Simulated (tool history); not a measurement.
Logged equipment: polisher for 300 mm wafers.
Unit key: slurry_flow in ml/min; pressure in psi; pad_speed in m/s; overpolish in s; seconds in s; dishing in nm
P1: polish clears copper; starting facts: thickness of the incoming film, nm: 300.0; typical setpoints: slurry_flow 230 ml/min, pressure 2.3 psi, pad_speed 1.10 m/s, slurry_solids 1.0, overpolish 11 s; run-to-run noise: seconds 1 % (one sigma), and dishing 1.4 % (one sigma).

run	hour	slurry_flow	pressure	pad_speed	slurry_solids	overpolish	seconds	dishing
1	6.3	230	2.3	1.10	1.0	11	142.920	16.8570
2	13.0	230	2.3	1.72	1.0	11	91.911	24.7100
3	22.8	230	2.3	1.10	1.0	3	144.800	4.8923
4	27.8	230	2.3	1.10	1.0	11	142.740	17.0270
5	33.8	230	3.1	1.10	1.0	11	107.140	22.7550
6	40.8	230	2.3	0.56	1.0	11	285.930	8.9998
7	45.6	230	1.2	1.10	1.4	11	257.410	9.8573
8	56.0	230	2.3	1.10	1.3	11	135.200	17.7860
# hour 61.3: slurry nozzle cleaned
9	65.4	230	2.3	1.10	0.5	11	166.000	14.9690
# hour 68.7: head pressure recalibrated
10	75.9	325	2.3	1.10	1.0	11	142.540	17.8310
11	83.6	230	2.3	1.10	1.0	11	144.540	17.4000
12	93.4	140	2.3	1.10	1.0	11	156.440	15.8690
13	102.9	230	1.0	1.10	1.0	11	327.820	7.8007
14	107.9	230	2.3	1.10	1.0	11	144.270	16.9920
15	118.3	230	2.3	1.10	1.0	19	145.140	26.7750
16	125.4	230	2.3	1.10	1.0	11	142.630	17.1160
17	132.6	230	2.3	1.10	1.0	11	141.080	16.4290
18	140.5	230	2.3	1.10	1.0	11	146.940	17.0150
19	147.2	230	2.3	1.10	1.0	11	148.050	16.6320
20	153.4	230	2.3	1.10	1.0	11	153.510	16.2220
21	158.7	230	2.3	1.10	1.0	11	151.840	16.1320
# hour 164.1: head pressure recalibrated
22	169.5	230	2.3	1.10	1.0	11	152.630	16.3130
# hour 169.7: slurry blender recalibrated
23	177.7	230	2.3	1.10	1.0	11	154.840	15.7990
24	187.5	230	2.3	1.10	1.0	11	154.610	15.8060

The log shows P1 creeping away from where it was. Any of the 2 causes listed here, at the size stated for it, fits the log just as well as the others:
A: removal rate lost through wear of the pad, % = 7.09
B: slurry flow missing at the pad, % = 39.3
The creep began at about hour 140.5.
Other possible causes, and why each is ruled out:
head's pressure below its setpoint, %: was serviced at hour 164.1, once the creep was under way, yet the earlier output never came back
abrasive missing from the slurry, %: was serviced at hour 169.7, once the creep was under way, yet the earlier output never came back

Each of the check runs listed below is run on 3 wafers and reports their average, with the results left as question marks. Pick the one under which the possible causes would lead to clearly different results.
check 1	197.3	230	1.0	0.66	1.0	11	?	?
check 2	197.3	230	2.3	1.56	1.0	19	?	?
check 3	197.3	230	1.1	1.10	0.6	11	?	?
check 4	197.3	140	2.3	1.10	1.0	18	?	?

Check results expected under each cause:
check	result	if A	if B
check 1	seconds	594.040	594.090
check 1	dishing	4.3661	4.3658
check 2	seconds	109.270	109.280
check 2	dishing	34.4430	34.4410
check 3	seconds	360.290	360.310
check 3	dishing	7.0619	7.0614
check 4	seconds	166.720	173.910
check 4	dishing	23.1000	22.2630
How far apart the two closest causes lie, in the result that separates them most: check 1 0.01 %; check 2 0.01 %; check 3 0.01 %; check 4 4.22 %
Check 4 tells the causes apart: in the others they would give nearly the same result.

Here is what check 4 returned: seconds 174.420 s; dishing 22.0410 nm. Which cause is it?

B is the cause: slurry flow missing at the pad, %.
